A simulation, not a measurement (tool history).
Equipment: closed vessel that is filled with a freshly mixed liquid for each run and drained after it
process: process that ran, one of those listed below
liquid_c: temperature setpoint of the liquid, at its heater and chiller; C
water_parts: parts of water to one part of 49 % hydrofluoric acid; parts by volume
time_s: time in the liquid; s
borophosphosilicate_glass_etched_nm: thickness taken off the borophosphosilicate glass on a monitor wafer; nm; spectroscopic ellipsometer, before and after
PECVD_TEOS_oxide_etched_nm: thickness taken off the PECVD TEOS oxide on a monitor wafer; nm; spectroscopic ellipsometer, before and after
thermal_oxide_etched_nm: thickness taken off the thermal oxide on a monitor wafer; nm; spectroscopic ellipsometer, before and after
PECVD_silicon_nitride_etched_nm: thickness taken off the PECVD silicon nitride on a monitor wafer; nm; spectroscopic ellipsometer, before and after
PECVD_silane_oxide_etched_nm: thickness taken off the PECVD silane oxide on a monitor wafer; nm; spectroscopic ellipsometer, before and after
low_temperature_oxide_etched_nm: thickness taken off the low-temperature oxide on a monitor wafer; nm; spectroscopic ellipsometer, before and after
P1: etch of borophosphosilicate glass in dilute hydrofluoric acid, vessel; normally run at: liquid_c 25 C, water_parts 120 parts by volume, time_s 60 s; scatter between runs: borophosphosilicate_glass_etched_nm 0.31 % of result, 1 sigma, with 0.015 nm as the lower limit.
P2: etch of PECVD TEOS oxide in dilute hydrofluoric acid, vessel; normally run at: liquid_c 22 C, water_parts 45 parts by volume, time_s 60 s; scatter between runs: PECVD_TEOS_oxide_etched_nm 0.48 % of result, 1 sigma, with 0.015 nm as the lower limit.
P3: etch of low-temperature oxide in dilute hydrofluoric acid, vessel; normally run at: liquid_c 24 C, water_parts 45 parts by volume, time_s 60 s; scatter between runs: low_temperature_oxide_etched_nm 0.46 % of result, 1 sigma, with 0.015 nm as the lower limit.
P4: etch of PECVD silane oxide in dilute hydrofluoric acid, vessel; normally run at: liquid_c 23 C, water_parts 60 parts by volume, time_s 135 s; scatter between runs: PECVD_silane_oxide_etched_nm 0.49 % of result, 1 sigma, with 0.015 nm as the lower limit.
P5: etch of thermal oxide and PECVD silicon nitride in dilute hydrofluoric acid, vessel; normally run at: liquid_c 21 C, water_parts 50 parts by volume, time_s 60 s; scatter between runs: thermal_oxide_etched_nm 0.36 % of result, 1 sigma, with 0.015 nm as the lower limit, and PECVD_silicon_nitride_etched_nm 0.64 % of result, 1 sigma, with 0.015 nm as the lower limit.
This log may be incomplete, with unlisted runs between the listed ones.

| run | hour | process | liquid_c | water_parts | time_s | hours since the thermometer was replaced | hours since the hydrofluoric acid flow meter was replaced | borophosphosilicate_glass_etched_nm | PECVD_TEOS_oxide_etched_nm | thermal_oxide_etched_nm | PECVD_silicon_nitride_etched_nm | PECVD_silane_oxide_etched_nm | low_temperature_oxide_etched_nm |
|---|---|---|---|---|---|---|---|---|---|---|---|---|---|
| 1 | 9 | P1 | 25 | 120 | 60 | 169.8 | 748.6 | 36.207 |  |  |  |  |  |
| 2 | 21.9 | P1 | 25 | 120 | 60 | 182.7 | 761.5 | 36.407 |  |  |  |  |  |
| 3 | 30.9 | P2 | 29.5 | 45 | 60 | 191.7 | 770.5 |  | 48.332 |  |  |  |  |
| 4 | 38 | P5 | 21 | 50 | 60 | 198.8 | 777.6 |  |  | 5.5801 | 4.766 |  |  |
| 5 | 47.6 | P4 | 23 | 100 | 135 | 208.4 | 787.2 |  |  |  |  | 22.102 |  |
| 6 | 58.7 | P4 | 23 | 60 | 135 | 219.5 | 798.3 |  |  |  |  | 38.605 |  |
| 7 | 67.7 | P3 | 24 | 60 | 60 | 228.5 | 807.3 |  |  |  |  |  | 20.533 |
| 8 | 76.7 | P2 | 22 | 45 | 110 | 237.5 | 816.3 |  | 65.332 |  |  |  |  |
| 9 | 88.2 | P1 | 25 | 120 | 60 | 249 | 827.8 | 36.396 |  |  |  |  |  |
| 10 | 97.9 | P5 | 21 | 90 | 60 | 258.7 | 837.5 |  |  | 2.9618 | 2.7067 |  |  |
| 11 | 110.9 | P3 | 24 | 45 | 60 | 271.7 | 850.5 |  |  |  |  |  | 27.983 |
| 12 | 119.4 | P2 | 22 | 70 | 60 | 280.2 | 859 |  | 22.128 |  |  |  |  |
| 13 | 127 | P4 | 19.5 | 60 | 135 | 287.8 | 866.6 |  |  |  |  | 33.075 |  |
| 14 | 135.8 | P1 | 21 | 120 | 95 | 296.6 | 875.4 | 49.245 |  |  |  |  |  |
| 15 | 148.6 | P1 | 30 | 120 | 60 | 309.4 | 888.2 | 44.029 |  |  |  |  |  |
| 16 | 158.4 | P3 | 31.5 | 45 | 60 | 319.2 | 898 |  |  |  |  |  | 37.665 |
| 17 | 168.7 | P1 | 20.5 | 120 | 60 | 329.5 | 908.3 | 30.376 |  |  |  |  |  |
| 18 | 179.5 | P1 | 25 | 120 | 60 | 340.3 | 919.1 | 36.195 |  |  |  |  |  |
| 19 | 187.8 | P1 | 25 | 120 | 30 | 348.6 | 927.4 | 18.215 |  |  |  |  |  |
| 20 | 197.9 | P1 | 25 | 175 | 60 | 358.7 | 937.5 | 23.4 |  |  |  |  |  |
| 21 | 210.6 | P1 | 25 | 120 | 120 | 371.4 | 950.2 | 72.579 |  |  |  |  |  |
| 22 | 218.7 | P3 | 24 | 45 | 60 | 379.5 | 958.3 |  |  |  |  |  | 28.102 |
| 23 | 230.9 | P5 | 29 | 50 | 60 | 391.7 | 970.5 |  |  | 7.6605 | 8.1368 |  |  |
| 24 | 236.7 | P2 | 22 | 45 | 60 | 397.5 | 976.3 |  | 35.563 |  |  |  |  |
| 25 | 242.6 | P4 | 23 | 60 | 265 | 403.4 | 982.2 |  |  |  |  | 76.005 |  |
| 26 | 249.3 | P4 | 23 | 60 | 135 | 410.1 | 988.9 |  |  |  |  | 38.912 |  |
| 27 | 260 | P1 | 25 | 120 | 60 | 420.8 | 999.6 | 36.075 |  |  |  |  |  |
| 28 | 266.8 | P5 | 21 | 50 | 115 | 427.6 | 1006.4 |  |  | 10.651 | 9.1456 |  |  |
| 29 | 278.2 | P3 | 24 | 45 | 30 | 439 | 1017.8 |  |  |  |  |  | 13.824 |
| 30 | 291.3 | P1 | 25 | 45 | 60 | 452.1 | 1030.9 | 106.49 |  |  |  |  |  |
| 31 | 298.7 | P1 | 25 | 120 | 60 | 459.5 | 1038.3 | 36.293 |  |  |  |  |  |
| 32 | 310.4 | P1 | 25 | 120 | 60 | 471.2 | 1050 | 37.63 |  |  |  |  |  |
| 33 | 317.8 | P1 | 25 | 120 | 60 | 478.6 | 1057.4 | 38.486 |  |  |  |  |  |
| 34 | 323.6 | P1 | 25 | 120 | 60 | 484.4 | 1063.2 | 38.465 |  |  |  |  |  |
| 35 | 334.5 | P1 | 25 | 120 | 60 | 495.3 | 1074.1 | 38.998 |  |  |  |  |  |
| 36 | 342.7 | P1 | 25 | 120 | 60 | 503.5 | 1082.3 | 39.209 |  |  |  |  |  |
| 37 | 354.6 | P1 | 25 | 120 | 60 | 515.4 | 1094.2 | 39.209 |  |  |  |  |  |
| 38 | 362.2 | P1 | 25 | 120 | 60 | 523 | 1101.8 | 39.514 |  |  |  |  |  |
| 39 | 375.2 | P1 | 25 | 120 | 60 | 536 | 1114.8 | 39.46 |  |  |  |  |  |
| 40 | 381.6 | P1 | 25 | 120 | 60 | 542.4 | 1121.2 | 39.722 |  |  |  |  |  |
| 41 | 387.6 | P1 | 25 | 120 | 60 | 548.4 | 1127.2 | 39.449 |  |  |  |  |  |

The log shows P1 creeping away from where it was. Any of the 2 causes listed here, at the size stated for it, fits the log just as well as the others:
A: liquid hotter than its thermometer reads (K) = 2.16
B: hydrofluoric acid flow above the setpoint (%) = 7.5
The gradual shift began around hour 298.7.

Which of the 4 check runs listed below separates the causes, so that each cause would produce a clearly different result? Each run uses one wafer, and its results are marked with question marks.
| check 1 | 393.6 | P3 | 30.5 | 45 | 60 |  |  |  |  |  |  |  | ? |
| check 2 | 393.6 | P4 | 23 | 95 | 260 |  |  |  |  |  |  | ? |  |
| check 3 | 393.6 | P5 | 21 | 75 | 110 |  |  |  |  | ? | ? |  |  |
| check 4 | 393.6 | P2 | 22 | 65 | 60 |  |  |  | ? |  |  |  |  |

How each check would come out, cause by cause:
| check | result | if A | if B |
|---|---|---|---|
| check 1 | low_temperature_oxide_etched_nm | 39.33 | 39.062 |
| check 2 | PECVD_silane_oxide_etched_nm | 49.005 | 48.74 |
| check 3 | thermal_oxide_etched_nm | 7.2141 | 7.1416 |
| check 3 | PECVD_silicon_nitride_etched_nm | 6.8204 | 6.3247 |
| check 4 | PECVD_TEOS_oxide_etched_nm | 26.225 | 25.947 |
Distance between the nearest two causes, measured in the result of the check that separates them most: check 1 0.68 %; check 2 0.54 %; check 3 7.55 %; check 4 1.07 %
Of the check runs offered, only check 3 discriminates between the causes; the rest would read about the same regardless of which cause applies.

Here is what check 3 returned: thermal_oxide_etched_nm 7.2345 nm; PECVD_silicon_nitride_etched_nm 6.8132 nm. Which cause is it?

Of the candidate causes, it is A: liquid hotter than its thermometer reads (K).

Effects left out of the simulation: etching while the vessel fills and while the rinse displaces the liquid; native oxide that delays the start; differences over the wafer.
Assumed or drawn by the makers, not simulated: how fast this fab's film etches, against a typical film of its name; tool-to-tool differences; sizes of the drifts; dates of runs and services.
